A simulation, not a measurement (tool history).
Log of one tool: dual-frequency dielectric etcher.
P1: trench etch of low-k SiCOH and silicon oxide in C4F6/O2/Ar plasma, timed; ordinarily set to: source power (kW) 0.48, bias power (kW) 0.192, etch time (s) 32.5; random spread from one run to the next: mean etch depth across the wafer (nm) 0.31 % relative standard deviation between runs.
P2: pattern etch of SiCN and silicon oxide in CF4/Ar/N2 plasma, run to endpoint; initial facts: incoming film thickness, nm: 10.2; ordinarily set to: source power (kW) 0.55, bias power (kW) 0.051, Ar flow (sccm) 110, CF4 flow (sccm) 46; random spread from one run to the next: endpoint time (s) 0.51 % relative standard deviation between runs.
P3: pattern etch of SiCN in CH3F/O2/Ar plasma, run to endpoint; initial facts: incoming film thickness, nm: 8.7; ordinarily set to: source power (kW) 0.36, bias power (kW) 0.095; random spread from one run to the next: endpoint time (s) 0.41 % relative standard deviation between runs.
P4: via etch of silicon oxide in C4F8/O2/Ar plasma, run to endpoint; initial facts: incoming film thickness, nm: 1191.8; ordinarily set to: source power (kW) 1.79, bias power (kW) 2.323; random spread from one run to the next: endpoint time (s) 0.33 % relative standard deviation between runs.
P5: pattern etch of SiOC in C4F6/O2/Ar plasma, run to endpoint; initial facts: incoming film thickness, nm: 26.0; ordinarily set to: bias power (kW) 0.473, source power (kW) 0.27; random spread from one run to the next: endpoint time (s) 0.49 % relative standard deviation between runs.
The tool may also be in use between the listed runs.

run   hour  process that ran  source power (kW)  bias power (kW)  etch time (s)  Ar flow (sccm)  CF4 flow (sccm)  hours since the last wet clean  hours since the last source power generator calibration  hours since the last bias power generator calibration  mean etch depth across the wafer (nm)  endpoint time (s)
  1    8.3                P1               0.48            0.192           32.5                                                            162.7                                                     1421                                                 3050.8                                 105.69
  2   14.1                P1               0.48            0.233           32.5                                                            168.5                                                   1426.8                                                 3056.6                                 112.91
  3     21                P3               0.49            0.095                                                                           175.4                                                   1433.7                                                 3063.5                                                    19.014
  4   25.6                P1               0.48            0.192           32.5                                                              180                                                   1438.3                                                 3068.1                                 106.45
  5   30.5                P4               2.27            2.323                                                                           184.9                                                   1443.2                                                   3073                                                    210.77
  6   38.3                P1               0.48            0.192           21.5                                                            192.7                                                     1451                                                 3080.8                                 70.213
  7     43                P5               0.27            0.652                                                                           197.4                                                   1455.7                                                 3085.5                                                    9.5057
  8   49.1                P5               0.27            0.473                                                                           203.5                                                   1461.8                                                 3091.6                                                    10.813
  9   53.5                P2               0.69            0.051                            110               46                           207.9                                                   1466.2                                                   3096                                                    9.9973
 10     62                P2               0.55            0.051                            110               33                           216.4                                                   1474.7                                                 3104.5                                                    12.931
 11     68                P3               0.36            0.134                                                                           222.4                                                   1480.7                                                 3110.5                                                    18.796
 12   73.3                P2               0.55             0.03                            110               46                           227.7                                                     1486                                                 3115.8                                                    14.188
 13   82.3                P2               0.55            0.051                            110               46                           236.7                                                     1495                                                 3124.8                                                    12.117
 14   89.9                P2               0.55            0.051                             82               46                           244.3                                                   1502.6                                                 3132.4                                                    11.361
 15   96.7                P4               1.79            2.789                                                                           251.1                                                   1509.4                                                 3139.2                                                    218.31
 16  105.4                P2               0.55            0.051                            110               46                           259.8                                                   1518.1                                                 3147.9                                                    12.113
 17  114.5                P1               0.48            0.192             48                                                            268.9                                                   1527.2                                                   3157                                 157.48
     115.1  -- wet clean of the chamber
 18  120.8                P4               1.79            2.323                                                                             5.8                                                   1533.5                                                 3163.3                                                    230.76
 19  129.9                P1               0.48            0.192           32.5                                                             14.9                                                   1542.6                                                 3172.4                                  106.5
 20  137.6                P1               0.48            0.192           32.5                                                             22.6                                                   1550.3                                                 3180.1                                 106.06
 21  146.8                P5               0.27            0.473                                                                            31.8                                                   1559.5                                                 3189.3                                                    10.744
 22  153.9                P1               0.48            0.192           32.5                                                             38.9                                                   1566.6                                                 3196.4                                 106.03
 23  160.9                P5               0.17            0.473                                                                            45.9                                                   1573.6                                                 3203.4                                                    12.716
 24  166.3                P3               0.36            0.095                                                                            51.3                                                     1579                                                 3208.8                                                    21.535
 25  173.9                P4               1.79            2.323                                                                            58.9                                                   1586.6                                                 3216.4                                                     230.7
 26  179.6                P1               0.48            0.116             25                                                             64.6                                                   1592.3                                                 3222.1                                 70.649
 27  184.1                P1               0.39            0.192           32.5                                                             69.1                                                   1596.8                                                 3226.6                                 98.086
 28  192.9                P1               0.48            0.149           32.5                                                             77.9                                                   1605.6                                                 3235.4                                 98.735
 29  199.9                P1               0.64            0.192           32.5                                                             84.9                                                   1612.6                                                 3242.4                                  119.1
 30  205.4                P1               0.48            0.192           32.5                                                             90.4                                                   1618.1                                                 3247.9                                 105.74
 31  213.4                P1               0.48            0.192           32.5                                                             98.4                                                   1626.1                                                 3255.9                                 106.46
 32  221.2                P1               0.48            0.192           32.5                                                            106.2                                                   1633.9                                                 3263.7                                 105.22
 33  228.9                P1               0.48            0.192           32.5                                                            113.9                                                   1641.6                                                 3271.4                                 105.17
 34  235.1                P1               0.48            0.192           32.5                                                            120.1                                                   1647.8                                                 3277.6                                 105.24
 35  240.3                P1               0.48            0.192           32.5                                                            125.3                                                     1653                                                 3282.8                                 104.08
     240.7  -- wet clean of the chamber
 36  247.2                P1               0.48            0.192           32.5                                                              6.5                                                   1659.9                                                 3289.7                                 104.26
 37    252                P1               0.48            0.192           32.5                                                             11.3                                                   1664.7                                                 3294.5                                 104.48

The output of P1 has drifted from where it used to be. Each of the 2 causes below, taken at the size shown beside it, accounts for the log equally well:
A: source power that arrives under what is set, % = 3.95
B: bias power that arrives under what is set, % = 4.87
The onset of the drift is placed at about hour 213.4.
Ruled out, with reasons:
chamber walls in a state that lowers the etch rate, %: maintenance at hour 240.7, after the shift began, did not return the process to its former output

Each of the check runs listed below is run on 3 wafers and reports their average, with the results left as question marks. Pick the one under which the possible causes would lead to clearly different results.
check 1  256.8                P2               0.55            0.032                            110               46                                                                                                                                                                                                         ?
check 2  256.8                P3               0.36            0.126                                                                                                                                                                                                                                                         ?
check 3  256.8                P5                0.2            0.643                                                                                                                                                                                                                                                         ?
check 4  256.8                P4               2.26            2.323                                                                                                                                                                                                                                                         ?

Outcome of each check run for each possible cause:
  check             result    if A    if B
check 1  endpoint time (s)  14.537  14.228
check 2  endpoint time (s)  19.567  19.664
check 3  endpoint time (s)  10.796  10.853
check 4  endpoint time (s)  213.81  213.49
Minimum pairwise separation of causes per check, each pair taken at its best-separating result: check 1 2.15 %; check 2 0.49 %; check 3 0.52 %; check 4 0.15 %
Of the check runs offered, only check 1 discriminates between the causes; the rest would read about the same regardless of which cause applies.

Running check 1 produced the following: endpoint time (s) 14.511. Which one of the listed causes fits?

Of the candidate causes, it is A: source power that arrives under what is set, %.
